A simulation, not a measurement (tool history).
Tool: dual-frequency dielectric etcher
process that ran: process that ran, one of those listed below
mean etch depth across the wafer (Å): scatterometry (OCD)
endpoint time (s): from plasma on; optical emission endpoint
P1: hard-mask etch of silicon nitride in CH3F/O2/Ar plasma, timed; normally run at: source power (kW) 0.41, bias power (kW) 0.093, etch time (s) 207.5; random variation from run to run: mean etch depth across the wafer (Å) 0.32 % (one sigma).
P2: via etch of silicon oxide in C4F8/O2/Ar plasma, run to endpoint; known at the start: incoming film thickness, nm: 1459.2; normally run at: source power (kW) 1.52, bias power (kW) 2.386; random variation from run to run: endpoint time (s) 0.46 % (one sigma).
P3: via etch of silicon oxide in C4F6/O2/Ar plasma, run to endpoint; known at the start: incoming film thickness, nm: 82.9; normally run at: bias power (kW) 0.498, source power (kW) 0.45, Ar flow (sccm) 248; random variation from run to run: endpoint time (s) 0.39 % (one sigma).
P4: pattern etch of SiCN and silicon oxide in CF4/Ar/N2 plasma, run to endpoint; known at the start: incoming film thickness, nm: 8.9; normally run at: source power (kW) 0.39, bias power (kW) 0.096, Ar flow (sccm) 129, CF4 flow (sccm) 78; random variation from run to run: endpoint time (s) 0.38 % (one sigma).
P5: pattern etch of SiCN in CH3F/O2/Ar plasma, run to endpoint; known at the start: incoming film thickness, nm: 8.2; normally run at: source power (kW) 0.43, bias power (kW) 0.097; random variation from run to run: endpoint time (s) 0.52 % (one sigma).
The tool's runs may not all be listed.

run   hour  process that ran  source power (kW)  bias power (kW)  etch time (s)  Ar flow (sccm)  CF4 flow (sccm)  mean etch depth across the wafer (Å)  endpoint time (s)
  1   11.1                P1               0.41            0.093          207.5                                                                 1614.5
  2   20.4                P5               0.58            0.097                                                                                                   17.708
  3     28                P1               0.41            0.093          207.5                                                                 1621.3
  4   37.5                P4               0.39            0.096                             76               78                                                   10.211
  5   46.2                P5               0.43            0.097                                                                                                   19.853
  6   56.8                P2               1.52            2.386                                                                                                    306.3
      62.6  -- bias power generator calibrated
  7   67.4                P3               0.45            0.498                            344                                                                    18.171
  8   75.9                P4               0.25            0.096                            129               78                                                   16.126
  9   83.5                P1               0.52            0.093          207.5                                                                 1764.3
 10   96.5                P3               0.32            0.498                            248                                                                    19.796
 11  107.8                P1               0.29            0.093          207.5                                                                 1415.9
 12  115.7                P5               0.43            0.097                                                                                                   19.734
 13  128.3                P3               0.45            0.498                            248                                                                    17.333
 14  140.1                P3               0.45             0.35                            248                                                                    19.725
 15  146.6                P4               0.39            0.061                            129               78                                                   12.734
 16  156.9                P1               0.41            0.093          304.5                                                                 2362.6
 17  164.3                P2               1.52             3.38                                                                                                   275.28
 18  177.4                P2               2.01            2.386                                                                                                   271.63
 19  190.3                P1               0.41            0.093          131.5                                                                 1030.1
 20  197.7                P1               0.41            0.069            115                                                                  804.2
 21    208                P1               0.41             0.07          207.5                                                                 1462.4
 22  216.2                P5               0.43             0.13                                                                                                   17.735
 23  224.6                P1               0.41            0.093          207.5                                                                   1608

Forecast run 24:
 24  237.9                P1               0.41            0.129          119.5                                                                      ?

mean etch depth across the wafer (Å): 1052
